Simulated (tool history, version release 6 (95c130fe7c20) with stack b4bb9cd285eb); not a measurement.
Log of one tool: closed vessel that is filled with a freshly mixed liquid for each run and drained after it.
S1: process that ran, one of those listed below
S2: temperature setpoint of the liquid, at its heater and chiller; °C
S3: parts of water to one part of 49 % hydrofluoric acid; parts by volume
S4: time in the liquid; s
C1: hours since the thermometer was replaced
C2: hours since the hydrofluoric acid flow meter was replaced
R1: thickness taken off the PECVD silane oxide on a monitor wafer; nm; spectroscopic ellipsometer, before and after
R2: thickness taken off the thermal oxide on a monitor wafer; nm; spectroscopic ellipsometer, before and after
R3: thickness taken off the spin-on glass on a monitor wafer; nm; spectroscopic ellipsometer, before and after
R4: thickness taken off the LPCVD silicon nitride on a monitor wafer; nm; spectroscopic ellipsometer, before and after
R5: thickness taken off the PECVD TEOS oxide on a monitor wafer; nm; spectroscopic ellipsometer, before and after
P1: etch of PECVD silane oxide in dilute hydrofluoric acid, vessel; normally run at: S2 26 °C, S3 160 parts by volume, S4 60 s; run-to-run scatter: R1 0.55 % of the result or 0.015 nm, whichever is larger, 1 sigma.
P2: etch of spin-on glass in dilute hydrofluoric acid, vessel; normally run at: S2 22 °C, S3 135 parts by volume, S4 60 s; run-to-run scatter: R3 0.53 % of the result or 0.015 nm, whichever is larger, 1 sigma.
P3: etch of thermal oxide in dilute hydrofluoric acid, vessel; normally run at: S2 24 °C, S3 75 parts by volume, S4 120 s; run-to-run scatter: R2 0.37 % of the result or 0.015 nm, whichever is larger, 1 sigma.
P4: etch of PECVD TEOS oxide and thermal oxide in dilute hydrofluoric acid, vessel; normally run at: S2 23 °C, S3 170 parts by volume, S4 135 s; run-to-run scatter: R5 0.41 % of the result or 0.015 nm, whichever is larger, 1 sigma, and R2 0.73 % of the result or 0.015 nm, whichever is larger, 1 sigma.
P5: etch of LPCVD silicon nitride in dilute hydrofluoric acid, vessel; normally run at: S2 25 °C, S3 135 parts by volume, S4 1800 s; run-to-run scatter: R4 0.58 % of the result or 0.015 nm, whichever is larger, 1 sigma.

run   hour  S1    S2   S3    S4      C1      C2      R1       R2      R3      R4      R5
  1   11.9  P1    26  160    60  1600.8   855.2    16.7
  2   21.3  P3    32   75   120  1610.2   864.6            10.18
  3   37.4  P2    22  135    30  1626.3   880.7                   4.7633
  4   47.3  P1    26   85    30  1636.2   890.6  17.378
  5   63.9  P1  19.5  160    60  1652.8   907.2   13.16
  6   73.8  P1    26  160    60  1662.7   917.1  16.576
  7   87.3  P5    25  135   430  1676.2   930.6                           1.3721
  8   96.8  P4    17  170   135  1685.7   940.1           2.6451                  8.1665
  9  113.9  P1    26  160    60  1702.8   957.2  16.774
 10    131  P5    25   25  1800  1719.9   974.3                           29.573
     143.6  -- thermometer replaced
 11  145.5  P1    26   30    60       2   988.8   106.9
 12  156.7  P1    26  260    60    13.2    1000  9.2579
 13  172.1  P3    24   75   180    28.6  1015.4           11.166
 14  182.2  P1  31.5  160    60    38.7  1025.5  20.673
 15  195.6  P2    22  135    60    52.1  1038.9                   9.6031
 16  205.1  P5  30.5  135  1800    61.6  1048.4                           8.0517
 17    219  P5    25  135  1800    75.5  1062.3                           5.7584
 18  231.5  P1    26  160    60      88  1074.8  16.824
 19  246.9  P1    26  160    30   103.4  1090.2  8.3843
 20    261  P3    24   75   120   117.5  1104.3           7.4896
 21  278.3  P1    26  160    95   134.8  1121.6  26.325
 22    292  P2  28.5  135    60   148.5  1135.3                   12.277
 23  305.3  P1  31.5  160    35   161.8  1148.6  11.861
 24  321.9  P4    23  170   135   178.4  1165.2           3.3967                  10.361
 25  330.4  P4    23   65   135   186.9  1173.7           10.149                  30.749
 26  346.4  P4    23  170    30   202.9  1189.7          0.76933                  2.3439
 27  355.8  P2    22  250    60   212.3  1199.1                   4.6085
 28  371.9  P3    24  105   120   228.4  1215.2           5.1468
 29  382.6  P1    26  160    60   239.1  1225.9  16.735
 30  396.5  P1    26  160    60     253  1239.8  15.871
 31  409.6  P1    26  160    60   266.1  1252.9  15.785
 32  427.2  P1    26  160    60   283.7  1270.5  15.554
 33  443.9  P1    26  160    60   300.4  1287.2  15.476
 34  460.9  P1    26  160    60   317.4  1304.2  15.275
 35  471.5  P1    26  160    60     328  1314.8  15.336

What P1 gives has crept away from where it was. These 2 causes fit the log equally well, each at the size given:
A: liquid colder than its thermometer reads (K) = 2.25
B: hydrofluoric acid flow below the setpoint (%) = 6.82
The creep began at about hour 382.6.

4 check runs are offered, one wafer each, their results left as question marks. Which one tells the causes apart?
check 1  482.1  P4  23  100   40               ?           ?
check 2  482.1  P3  31   75  120               ?
check 3  482.1  P2  22  245   60                   ?
check 4  482.1  P5  25   80  755                       ?

What each check would give under each cause:
  check  result    if A    if B
check 1      R2  1.7028  1.7225
check 1      R5   5.177  5.2368
check 2      R2  9.0256  9.0932
check 3      R3  4.3312  4.3128
check 4      R4  3.4538  3.7411
How far apart the two closest causes lie, in the result that separates them most: check 1 1.15 %; check 2 0.75 %; check 3 0.43 %; check 4 7.99 %
Only check 4 tells the causes apart: in the others they would give nearly the same result.

Check 4 was then run and gave: R4 3.4077 nm. Which cause is it?

It is A: liquid colder than its thermometer reads (K).
